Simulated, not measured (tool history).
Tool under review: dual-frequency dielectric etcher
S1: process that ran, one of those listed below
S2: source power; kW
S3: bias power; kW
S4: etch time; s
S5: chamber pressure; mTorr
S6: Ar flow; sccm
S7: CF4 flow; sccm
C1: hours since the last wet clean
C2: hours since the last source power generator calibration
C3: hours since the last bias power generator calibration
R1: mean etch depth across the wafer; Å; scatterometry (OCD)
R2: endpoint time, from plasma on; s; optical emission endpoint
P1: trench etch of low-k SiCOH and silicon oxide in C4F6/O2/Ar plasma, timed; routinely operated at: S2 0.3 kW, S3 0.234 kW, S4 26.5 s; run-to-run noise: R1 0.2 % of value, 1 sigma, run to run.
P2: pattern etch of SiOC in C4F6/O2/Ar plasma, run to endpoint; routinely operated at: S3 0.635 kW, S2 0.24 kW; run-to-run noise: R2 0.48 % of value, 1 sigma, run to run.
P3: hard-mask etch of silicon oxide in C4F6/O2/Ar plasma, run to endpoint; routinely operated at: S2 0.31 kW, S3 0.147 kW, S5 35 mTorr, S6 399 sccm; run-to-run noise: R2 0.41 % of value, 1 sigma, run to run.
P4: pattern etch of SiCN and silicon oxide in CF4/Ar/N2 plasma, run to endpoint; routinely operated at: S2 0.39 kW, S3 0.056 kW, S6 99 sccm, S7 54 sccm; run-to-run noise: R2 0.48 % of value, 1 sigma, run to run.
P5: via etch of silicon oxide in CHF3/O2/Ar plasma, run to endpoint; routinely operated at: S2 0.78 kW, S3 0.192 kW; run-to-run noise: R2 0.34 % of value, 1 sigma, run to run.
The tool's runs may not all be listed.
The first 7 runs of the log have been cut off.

run   hour  S1    S2     S3    S4  S5   S6  S7     C1      C2      C3      R1      R2
  8  126.7  P1   0.3  0.149  26.5                 625    1432  1076.7  720.94
  9  139.4  P5  0.78  0.138                     637.7  1444.7  1089.4          344.56
 10    152  P3  0.31  0.147        35  399      650.3  1457.3    1102          121.96
 11  163.2  P2  0.24  0.635                     661.5  1468.5  1113.2          14.835
 12  173.2  P4  0.39  0.056             99  67  671.5  1478.5  1123.2           15.99
 13    183  P1   0.3  0.167  32.5               681.3  1488.3    1133  911.96
 14  196.3  P3  0.31  0.147        46  399      694.6  1501.6  1146.3          125.67
 15    211  P1  0.23  0.234    33               709.3  1516.3    1161  939.57
 16  227.2  P5  1.08  0.192                     725.5  1532.5  1177.2           274.7
 17    236  P1  0.37  0.234  26.5               734.3  1541.3    1186  904.64
 18  249.7  P3  0.31  0.192        35  399        748    1555  1199.7          112.06
 19  263.7  P1   0.2  0.234    35                 762    1569  1213.7  941.75
 20  280.6  P1   0.3  0.234  26.5               778.9  1585.9  1230.6  834.38
 21  289.8  P2  0.24  0.887                     788.1  1595.1  1239.8          13.139
 22  304.6  P3  0.31  0.147        35  399      802.9  1609.9  1254.6          121.94
 23  317.7  P1  0.23  0.234  26.5                 816    1623  1267.7  752.42
 24  334.6  P1   0.3  0.234  15.5               832.9  1639.9  1284.6  487.52
 25  351.2  P1   0.3  0.234  26.5               849.5  1656.5  1301.2  833.34
 26  366.8  P4  0.39  0.056             99  54  865.1  1672.1  1316.8          16.658
 27  381.1  P2  0.32  0.635                     879.4  1686.4  1331.1          13.659
 28  400.3  P4  0.39  0.079             99  54  898.6  1705.6  1350.3           14.87
 29  415.7  P1   0.3  0.234  39.5                 914    1721  1365.7  1242.3
 30  427.3  P2  0.24  0.635                     925.6  1732.6  1377.3          15.031
 31  444.8  P1   0.3  0.234  26.5               943.1  1750.1  1394.8  834.49
 32  462.6  P4  0.39  0.056             70  54  960.9  1767.9  1412.6          15.757

Forecast run 33:
 33  472.8  P1  0.3  0.234  26.5              971.1  1778.1  1422.8   ?

R1: 832.52 Å
